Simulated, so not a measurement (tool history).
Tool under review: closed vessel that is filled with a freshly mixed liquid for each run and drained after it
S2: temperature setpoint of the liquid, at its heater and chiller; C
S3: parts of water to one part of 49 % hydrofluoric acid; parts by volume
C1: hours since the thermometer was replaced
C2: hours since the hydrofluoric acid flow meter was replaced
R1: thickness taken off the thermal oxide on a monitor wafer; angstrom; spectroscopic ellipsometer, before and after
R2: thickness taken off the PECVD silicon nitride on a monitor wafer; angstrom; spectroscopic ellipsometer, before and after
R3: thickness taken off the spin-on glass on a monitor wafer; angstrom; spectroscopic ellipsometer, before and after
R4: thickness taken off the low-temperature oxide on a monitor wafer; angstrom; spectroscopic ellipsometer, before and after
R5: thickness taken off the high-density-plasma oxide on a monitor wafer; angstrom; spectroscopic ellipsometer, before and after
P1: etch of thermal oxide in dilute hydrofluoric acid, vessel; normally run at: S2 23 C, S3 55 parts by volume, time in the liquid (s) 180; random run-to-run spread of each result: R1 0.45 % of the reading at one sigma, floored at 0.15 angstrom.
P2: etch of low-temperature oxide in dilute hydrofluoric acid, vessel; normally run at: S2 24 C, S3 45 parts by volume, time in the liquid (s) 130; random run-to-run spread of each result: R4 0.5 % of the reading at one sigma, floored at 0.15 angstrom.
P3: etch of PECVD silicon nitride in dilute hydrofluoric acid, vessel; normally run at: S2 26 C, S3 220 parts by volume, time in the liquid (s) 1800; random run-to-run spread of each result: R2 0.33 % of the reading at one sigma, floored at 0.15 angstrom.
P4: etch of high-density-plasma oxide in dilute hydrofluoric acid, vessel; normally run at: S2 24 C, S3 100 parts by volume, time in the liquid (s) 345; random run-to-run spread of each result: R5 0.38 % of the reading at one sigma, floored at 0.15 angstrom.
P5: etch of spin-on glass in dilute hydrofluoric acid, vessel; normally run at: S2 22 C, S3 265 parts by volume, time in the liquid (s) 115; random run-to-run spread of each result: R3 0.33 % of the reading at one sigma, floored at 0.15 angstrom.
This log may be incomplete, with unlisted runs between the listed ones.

run 1 hour=8.5 | process_that_ran=P1 S2=23 S3=55 time_in_the_liquid_(s)=180 | C1=692.7 C2=728.9 | R1=168.95
run 2 hour=14 | process_that_ran=P3 S2=18 S3=220 time_in_the_liquid_(s)=1800 | C1=698.2 C2=734.4 | R2=130.81
run 3 hour=23.4 | process_that_ran=P5 S2=22 S3=265 time_in_the_liquid_(s)=210 | C1=707.6 C2=743.8 | R3=201.85
run 4 hour=34.6 | process_that_ran=P1 S2=23 S3=75 time_in_the_liquid_(s)=50 | C1=718.8 C2=755 | R1=33.56
run 5 hour=44.7 | process_that_ran=P2 S2=17 S3=45 time_in_the_liquid_(s)=130 | C1=728.9 C2=765.1 | R4=431.87
run 6 hour=55.5 | process_that_ran=P3 S2=26 S3=75 time_in_the_liquid_(s)=1800 | C1=739.7 C2=775.9 | R2=635.57
run 7 hour=62 | process_that_ran=P1 S2=23 S3=55 time_in_the_liquid_(s)=180 | C1=746.2 C2=782.4 | R1=168.49
run 8 hour=72.3 | process_that_ran=P1 S2=23 S3=55 time_in_the_liquid_(s)=180 | C1=756.5 C2=792.7 | R1=169.3
run 9 hour=82.7 | process_that_ran=P5 S2=22 S3=65 time_in_the_liquid_(s)=115 | C1=766.9 C2=803.1 | R3=558.61
run 10 hour=94.2 | process_that_ran=P4 S2=24 S3=50 time_in_the_liquid_(s)=345 | C1=778.4 C2=814.6 | R5=481.94
run 11 hour=104.4 | process_that_ran=P1 S2=23 S3=55 time_in_the_liquid_(s)=180 | C1=788.6 C2=824.8 | R1=168.78
run 12 hour=116 | process_that_ran=P2 S2=24 S3=45 time_in_the_liquid_(s)=130 | C1=800.2 C2=836.4 | R4=578.86
run 13 hour=122.8 | process_that_ran=P4 S2=24 S3=100 time_in_the_liquid_(s)=345 | C1=807 C2=843.2 | R5=225.23
run 14 hour=132.9 | process_that_ran=P1 S2=23 S3=55 time_in_the_liquid_(s)=30 | C1=817.1 C2=853.3 | R1=28.446
run 15 hour=139.9 | process_that_ran=P3 S2=26 S3=220 time_in_the_liquid_(s)=1800 | C1=824.1 C2=860.3 | R2=218.07
run 16 hour=145.2 | process_that_ran=P4 S2=32 S3=100 time_in_the_liquid_(s)=345 | C1=829.4 C2=865.6 | R5=309.46
run 17 hour=156.5 | process_that_ran=P4 S2=24 S3=100 time_in_the_liquid_(s)=195 | C1=840.7 C2=876.9 | R5=127.01
run 18 hour=166.1 | process_that_ran=P5 S2=17 S3=265 time_in_the_liquid_(s)=115 | C1=850.3 C2=886.5 | R3=91.236
run 19 hour=171.5 | process_that_ran=P1 S2=30.5 S3=55 time_in_the_liquid_(s)=180 | C1=855.7 C2=891.9 | R1=226.56
run 20 hour=183 | process_that_ran=P5 S2=22 S3=265 time_in_the_liquid_(s)=115 | C1=867.2 C2=903.4 | R3=109.88
run 21 hour=192.6 | process_that_ran=P1 S2=23 S3=100 time_in_the_liquid_(s)=180 | C1=876.8 C2=913 | R1=86.775
run 22 hour=199.4 | process_that_ran=P1 S2=23 S3=55 time_in_the_liquid_(s)=180 | C1=883.6 C2=919.8 | R1=168.34
run 23 hour=205.5 | process_that_ran=P1 S2=23 S3=55 time_in_the_liquid_(s)=360 | C1=889.7 C2=925.9 | R1=339.22
run 24 hour=210.6 | process_that_ran=P2 S2=24 S3=70 time_in_the_liquid_(s)=130 | C1=894.8 C2=931 | R4=360.09
run 25 hour=222 | process_that_ran=P2 S2=24 S3=45 time_in_the_liquid_(s)=215 | C1=906.2 C2=942.4 | R4=951.61
run 26 hour=229.1 | process_that_ran=P1 S2=23 S3=55 time_in_the_liquid_(s)=180 | C1=913.3 C2=949.5 | R1=168.7
run 27 hour=240.4 | process_that_ran=P1 S2=18 S3=55 time_in_the_liquid_(s)=180 | C1=924.6 C2=960.8 | R1=138.05
run 28 hour=246.5 | process_that_ran=P3 S2=26 S3=220 time_in_the_liquid_(s)=165 | C1=930.7 C2=966.9 | R2=19.924
run 29 hour=251.6 | process_that_ran=P1 S2=23 S3=25 time_in_the_liquid_(s)=180 | C1=935.8 C2=972 | R1=387.98
run 30 hour=259.3 | process_that_ran=P3 S2=26 S3=220 time_in_the_liquid_(s)=1800 | C1=943.5 C2=979.7 | R2=217.94
run 31 hour=264.6 | process_that_ran=P5 S2=22 S3=265 time_in_the_liquid_(s)=115 | C1=948.8 C2=985 | R3=110.06
run 32 hour=274.2 | process_that_ran=P1 S2=23 S3=55 time_in_the_liquid_(s)=180 | C1=958.4 C2=994.6 | R1=169.24
run 33 hour=279.8 | process_that_ran=P1 S2=23 S3=55 time_in_the_liquid_(s)=180 | C1=964 C2=1000.2 | R1=173.24
run 34 hour=286.5 | process_that_ran=P1 S2=23 S3=55 time_in_the_liquid_(s)=180 | C1=970.7 C2=1006.9 | R1=177.51
run 35 hour=295.6 | process_that_ran=P1 S2=23 S3=55 time_in_the_liquid_(s)=180 | C1=979.8 C2=1016 | R1=180.06
run 36 hour=302.1 | process_that_ran=P1 S2=23 S3=55 time_in_the_liquid_(s)=180 | C1=986.3 C2=1022.5 | R1=179.77
run 37 hour=312.9 | process_that_ran=P1 S2=23 S3=55 time_in_the_liquid_(s)=180 | C1=997.1 C2=1033.3 | R1=182.61
run 38 hour=320.9 | process_that_ran=P1 S2=23 S3=55 time_in_the_liquid_(s)=180 | C1=1005.1 C2=1041.3 | R1=183.92
run 39 hour=332.3 | process_that_ran=P1 S2=23 S3=55 time_in_the_liquid_(s)=180 | C1=1016.5 C2=1052.7 | R1=185.49
run 40 hour=340.8 | process_that_ran=P1 S2=23 S3=55 time_in_the_liquid_(s)=180 | C1=1025 C2=1061.2 | R1=182.49

Compared with where it was, what P1 gives has crept away. Each cause listed below fits the log as well as the rest, at the size given for it:
A: liquid hotter than its thermometer reads (K) = 2.16
B: hydrofluoric acid flow above the setpoint (%) = 8.62
Creep in the process output first set in at about hour 274.2.

4 check runs are offered, one wafer each, their results left as question marks. Which one tells the causes apart?
run check 1 hour=349.3 | process_that_ran=P4 S2=31.5 S3=55 time_in_the_liquid_(s)=345 | R5=?
run check 2 hour=349.3 | process_that_ran=P2 S2=19.5 S3=60 time_in_the_liquid_(s)=130 | R4=?
run check 3 hour=349.3 | process_that_ran=P3 S2=22.5 S3=220 time_in_the_liquid_(s)=575 | R2=?
run check 4 hour=349.3 | process_that_ran=P5 S2=22 S3=75 time_in_the_liquid_(s)=195 | R3=?

How each check would come out, cause by cause:
check=check_1 result=R5 if_A=639.51 if_B=643.94
check=check_2 result=R4 if_A=386.05 if_B=385.12
check=check_3 result=R2 if_A=64.229 if_B=60.8
check=check_4 result=R3 if_A=886.36 if_B=888.2
How far apart the two closest causes lie, in the result that separates them most: check 1 0.69 %; check 2 0.24 %; check 3 5.49 %; check 4 0.21 %
The other checks would show nearly matching results whichever cause is true, so check 3 is the only one that separates the causes.

With check 3 done, the readings were: R2 60.874 angstrom. Identify which of the listed causes applies.

The cause is B: hydrofluoric acid flow above the setpoint (%).

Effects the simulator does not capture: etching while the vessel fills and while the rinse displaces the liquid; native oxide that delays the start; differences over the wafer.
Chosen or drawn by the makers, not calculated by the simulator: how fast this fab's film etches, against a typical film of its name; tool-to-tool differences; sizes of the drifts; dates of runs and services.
